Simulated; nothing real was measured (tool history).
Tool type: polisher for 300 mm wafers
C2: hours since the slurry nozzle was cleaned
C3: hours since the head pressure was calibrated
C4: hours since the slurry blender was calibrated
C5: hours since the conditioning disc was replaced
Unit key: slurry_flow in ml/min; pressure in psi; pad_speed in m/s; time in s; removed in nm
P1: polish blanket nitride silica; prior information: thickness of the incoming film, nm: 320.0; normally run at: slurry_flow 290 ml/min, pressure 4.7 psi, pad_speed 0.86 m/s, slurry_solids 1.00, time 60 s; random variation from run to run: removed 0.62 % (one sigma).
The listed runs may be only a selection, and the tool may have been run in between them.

Run 1, day 0.242: slurry_flow 290 ml/min, pressure 4.7 psi, pad_speed 0.86 m/s, slurry_solids 1.00, time 60 s; wafers polished on this pad 1124; C2 83.4; C3 734.4; C4 276.6; C5 270.0. Result: removed 49.836 nm.
Run 2, day 0.425: slurry_flow 290 ml/min, pressure 4.7 psi, pad_speed 0.86 m/s, slurry_solids 1.00, time 60 s; wafers polished on this pad 1184; C2 87.8; C3 738.8; C4 281.0; C5 274.4. Result: removed 49.627 nm.
At day 0.533: slurry blender recalibrated.
Run 3, day 0.696: slurry_flow 380 ml/min, pressure 4.7 psi, pad_speed 0.48 m/s, slurry_solids 1.00, time 60 s; wafers polished on this pad 1272; C2 94.3; C3 745.3; C4 4.0; C5 280.9. Result: removed 31.526 nm.
At day 0.883: slurry nozzle cleaned.
Run 4, day 0.962: slurry_flow 290 ml/min, pressure 6.6 psi, pad_speed 0.86 m/s, slurry_solids 1.00, time 60 s; wafers polished on this pad 1360; C2 2.0; C3 751.7; C4 10.4; C5 287.3. Result: removed 70.304 nm.
Run 5, day 1.212: slurry_flow 290 ml/min, pressure 4.7 psi, pad_speed 0.86 m/s, slurry_solids 0.80, time 60 s; wafers polished on this pad 1442; C2 8.0; C3 757.7; C4 16.4; C5 293.3. Result: removed 44.563 nm.
Run 6, day 1.396: slurry_flow 290 ml/min, pressure 4.7 psi, pad_speed 0.86 m/s, slurry_solids 1.00, time 60 s; wafers polished on this pad 1502; C2 12.4; C3 762.1; C4 20.8; C5 297.7. Result: removed 49.870 nm.
Run 7, day 1.550: slurry_flow 290 ml/min, pressure 4.7 psi, pad_speed 0.60 m/s, slurry_solids 1.00, time 84 s; wafers polished on this pad 1552; C2 16.1; C3 765.8; C4 24.5; C5 301.4. Result: removed 52.206 nm.
Run 8, day 1.675: slurry_flow 290 ml/min, pressure 4.7 psi, pad_speed 0.86 m/s, slurry_solids 1.00, time 95 s; wafers polished on this pad 1593; C2 19.1; C3 768.8; C4 27.5; C5 304.4. Result: removed 78.439 nm.
Run 9, day 1.888: slurry_flow 290 ml/min, pressure 4.7 psi, pad_speed 0.86 m/s, slurry_solids 1.45, time 60 s; wafers polished on this pad 1663; C2 24.2; C3 773.9; C4 32.6; C5 309.5. Result: removed 57.904 nm.
Run 10, day 2.133: slurry_flow 290 ml/min, pressure 2.7 psi, pad_speed 0.86 m/s, slurry_solids 1.00, time 60 s; wafers polished on this pad 1743; C2 30.1; C3 779.8; C4 38.5; C5 315.4. Result: removed 28.420 nm.
Run 11, day 2.292: slurry_flow 375 ml/min, pressure 4.7 psi, pad_speed 0.86 m/s, slurry_solids 1.00, time 60 s; wafers polished on this pad 1795; C2 33.9; C3 783.6; C4 42.3; C5 319.2. Result: removed 49.737 nm.
Run 12, day 2.488: slurry_flow 290 ml/min, pressure 4.7 psi, pad_speed 0.86 m/s, slurry_solids 1.00, time 42 s; wafers polished on this pad 1859; C2 38.6; C3 788.3; C4 47.0; C5 323.9. Result: removed 34.473 nm.
Run 13, day 2.658: slurry_flow 290 ml/min, pressure 2.2 psi, pad_speed 0.50 m/s, slurry_solids 1.00, time 60 s; wafers polished on this pad 1915; C2 42.7; C3 792.4; C4 51.1; C5 328.0. Result: removed 14.964 nm.
Run 14, day 2.821: slurry_flow 290 ml/min, pressure 4.7 psi, pad_speed 0.44 m/s, slurry_solids 1.00, time 60 s; wafers polished on this pad 1968; C2 46.6; C3 796.3; C4 55.0; C5 331.9. Result: removed 29.184 nm.
Run 15, day 2.950: slurry_flow 290 ml/min, pressure 4.7 psi, pad_speed 1.26 m/s, slurry_solids 1.00, time 60 s; wafers polished on this pad 2010; C2 49.7; C3 799.4; C4 58.1; C5 335.0. Result: removed 67.547 nm.
Run 16, day 3.125: slurry_flow 175 ml/min, pressure 4.7 psi, pad_speed 0.86 m/s, slurry_solids 1.00, time 60 s; wafers polished on this pad 2068; C2 53.9; C3 803.6; C4 62.3; C5 339.2. Result: removed 46.163 nm.
Run 17, day 3.379: slurry_flow 290 ml/min, pressure 4.7 psi, pad_speed 0.86 m/s, slurry_solids 1.00, time 60 s; wafers polished on this pad 2151; C2 60.0; C3 809.7; C4 68.4; C5 345.3. Result: removed 49.786 nm.
Run 18, day 3.521: slurry_flow 290 ml/min, pressure 4.7 psi, pad_speed 0.86 m/s, slurry_solids 1.00, time 60 s; wafers polished on this pad 2197; C2 63.4; C3 813.1; C4 71.8; C5 348.7. Result: removed 49.862 nm.
Run 19, day 3.717: slurry_flow 290 ml/min, pressure 4.7 psi, pad_speed 0.86 m/s, slurry_solids 1.00, time 60 s; wafers polished on this pad 2261; C2 68.1; C3 817.8; C4 76.5; C5 353.4. Result: removed 47.800 nm.

Predict the results of run 20:
Run 20, day 3.946: slurry_flow 290 ml/min, pressure 4.7 psi, pad_speed 0.86 m/s, slurry_solids 1.00, time 60 s; wafers polished on this pad 2336; C2 73.6; C3 823.3; C4 82.0; C5 358.9. Result: removed ?.

{"run 20": {"removed": 45.541}}
